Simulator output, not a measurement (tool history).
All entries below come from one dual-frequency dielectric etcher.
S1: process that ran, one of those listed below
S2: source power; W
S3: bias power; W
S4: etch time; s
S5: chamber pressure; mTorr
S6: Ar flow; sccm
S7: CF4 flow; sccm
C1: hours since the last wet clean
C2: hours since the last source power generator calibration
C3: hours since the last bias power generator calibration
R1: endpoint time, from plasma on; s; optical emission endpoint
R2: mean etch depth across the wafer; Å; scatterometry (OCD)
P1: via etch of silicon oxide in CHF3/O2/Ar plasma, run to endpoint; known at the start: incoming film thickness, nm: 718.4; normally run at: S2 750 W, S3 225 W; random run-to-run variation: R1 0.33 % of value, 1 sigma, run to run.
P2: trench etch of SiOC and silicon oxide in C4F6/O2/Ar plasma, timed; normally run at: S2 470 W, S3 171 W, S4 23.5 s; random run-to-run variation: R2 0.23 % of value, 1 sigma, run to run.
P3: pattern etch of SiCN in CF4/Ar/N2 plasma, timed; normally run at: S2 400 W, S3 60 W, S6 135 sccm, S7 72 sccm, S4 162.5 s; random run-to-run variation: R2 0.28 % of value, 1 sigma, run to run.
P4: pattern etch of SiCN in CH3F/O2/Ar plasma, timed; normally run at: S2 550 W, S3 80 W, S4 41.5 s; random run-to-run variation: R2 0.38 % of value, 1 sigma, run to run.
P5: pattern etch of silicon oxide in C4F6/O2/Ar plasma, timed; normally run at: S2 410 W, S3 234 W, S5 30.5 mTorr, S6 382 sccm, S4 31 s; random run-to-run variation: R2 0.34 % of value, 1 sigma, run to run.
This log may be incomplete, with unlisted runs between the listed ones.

| run | hour | S1 | S2 | S3 | S4 | S5 | S6 | S7 | C1 | C2 | C3 | R1 | R2 |
|---|---|---|---|---|---|---|---|---|---|---|---|---|---|
| 1 | 4.9 | P1 | 750 | 225 |  |  |  |  | 81.5 | 1624.2 | 1168.7 | 295.47 |  |
| 2 | 10.6 | P4 | 550 | 80 | 51.5 |  |  |  | 87.2 | 1629.9 | 1174.4 |  | 228.63 |
| 3 | 17.7 | P5 | 410 | 138 | 31 | 30.5 | 382 |  | 94.3 | 1637 | 1181.5 |  | 845.45 |
| 4 | 23.4 | P1 | 750 | 225 |  |  |  |  | 100 | 1642.7 | 1187.2 | 294.73 |  |
| 5 | 28.8 | P4 | 550 | 80 | 41.5 |  |  |  | 105.4 | 1648.1 | 1192.6 |  | 184.86 |
| 6 | 34.2 | P1 | 540 | 225 |  |  |  |  | 110.8 | 1653.5 | 1198 | 335.52 |  |
| 7 | 38.1 | P1 | 750 | 158 |  |  |  |  | 114.7 | 1657.4 | 1201.9 | 334.14 |  |
| 8 | 43.2 | P4 | 550 | 100 | 41.5 |  |  |  | 119.8 | 1662.5 | 1207 |  | 199.07 |
|  | 43.5 | source power generator calibrated |
| 9 | 48.2 | P1 | 750 | 225 |  |  |  |  | 124.8 | 4.7 | 1212 | 296.1 |  |
| 10 | 53.1 | P2 | 580 | 171 | 23.5 |  |  |  | 129.7 | 9.6 | 1216.9 |  | 530.82 |
| 11 | 60.7 | P4 | 780 | 80 | 41.5 |  |  |  | 137.3 | 17.2 | 1224.5 |  | 210.43 |
| 12 | 64.9 | P5 | 410 | 234 | 31 | 30.5 | 382 |  | 141.5 | 21.4 | 1228.7 |  | 1001.7 |
| 13 | 69.9 | P2 | 470 | 235 | 23.5 |  |  |  | 146.5 | 26.4 | 1233.7 |  | 540.73 |
| 14 | 75.7 | P3 | 550 | 60 | 162.5 |  | 135 | 72 | 152.3 | 32.2 | 1239.5 |  | 1535.9 |
| 15 | 82 | P5 | 510 | 234 | 31 | 30.5 | 382 |  | 158.6 | 38.5 | 1245.8 |  | 1085.1 |
| 16 | 87.6 | P1 | 750 | 225 |  |  |  |  | 164.2 | 44.1 | 1251.4 | 294.6 |  |
| 17 | 92.8 | P3 | 400 | 81 | 162.5 |  | 135 | 72 | 169.4 | 49.3 | 1256.6 |  | 1288.4 |
| 18 | 100.3 | P2 | 470 | 171 | 31 |  |  |  | 176.9 | 56.8 | 1264.1 |  | 644.3 |
| 19 | 107 | P5 | 410 | 234 | 31 | 42.5 | 382 |  | 183.6 | 63.5 | 1270.8 |  | 965.61 |
| 20 | 112.7 | P2 | 470 | 171 | 23.5 |  |  |  | 189.3 | 69.2 | 1276.5 |  | 486.51 |
| 21 | 119.4 | P3 | 400 | 60 | 162.5 |  | 185 | 72 | 196 | 75.9 | 1283.2 |  | 1096 |
| 22 | 126.1 | P1 | 750 | 225 |  |  |  |  | 202.7 | 82.6 | 1289.9 | 296.43 |  |
| 23 | 129.7 | P3 | 400 | 60 | 162.5 |  | 135 | 90 | 206.3 | 86.2 | 1293.5 |  | 1202.7 |
| 24 | 136.3 | P1 | 960 | 225 |  |  |  |  | 212.9 | 92.8 | 1300.1 | 269.56 |  |
| 25 | 144 | P3 | 400 | 60 | 162.5 |  | 135 | 72 | 220.6 | 100.5 | 1307.8 |  | 1157.7 |
| 26 | 147.8 | P5 | 410 | 234 | 39 | 30.5 | 382 |  | 224.4 | 104.3 | 1311.6 |  | 1258.2 |
| 27 | 154.6 | P3 | 400 | 60 | 162.5 |  | 135 | 72 | 231.2 | 111.1 | 1318.4 |  | 1166.2 |
| 28 | 161.3 | P5 | 410 | 234 | 31 | 30.5 | 298 |  | 237.9 | 117.8 | 1325.1 |  | 1025 |
| 29 | 168.2 | P3 | 400 | 60 | 228 |  | 135 | 72 | 244.8 | 124.7 | 1332 |  | 1628.2 |
|  | 170.8 | bias power generator calibrated |
| 30 | 174.8 | P1 | 530 | 305 |  |  |  |  | 251.4 | 131.3 | 4.1 | 301.54 |  |
| 31 | 179.1 | P5 | 410 | 234 | 31 | 30.5 | 382 |  | 255.7 | 135.6 | 8.4 |  | 1002.7 |
| 32 | 185.7 | P1 | 750 | 306 |  |  |  |  | 262.3 | 142.2 | 15 | 264.64 |  |

Run 33 has not been measured yet. What should we expect?
| 33 | 191.8 | P1 | 750 | 225 |  |  |  |  | 268.4 | 148.3 | 21.1 | ? |  |

R1: 295.45 s
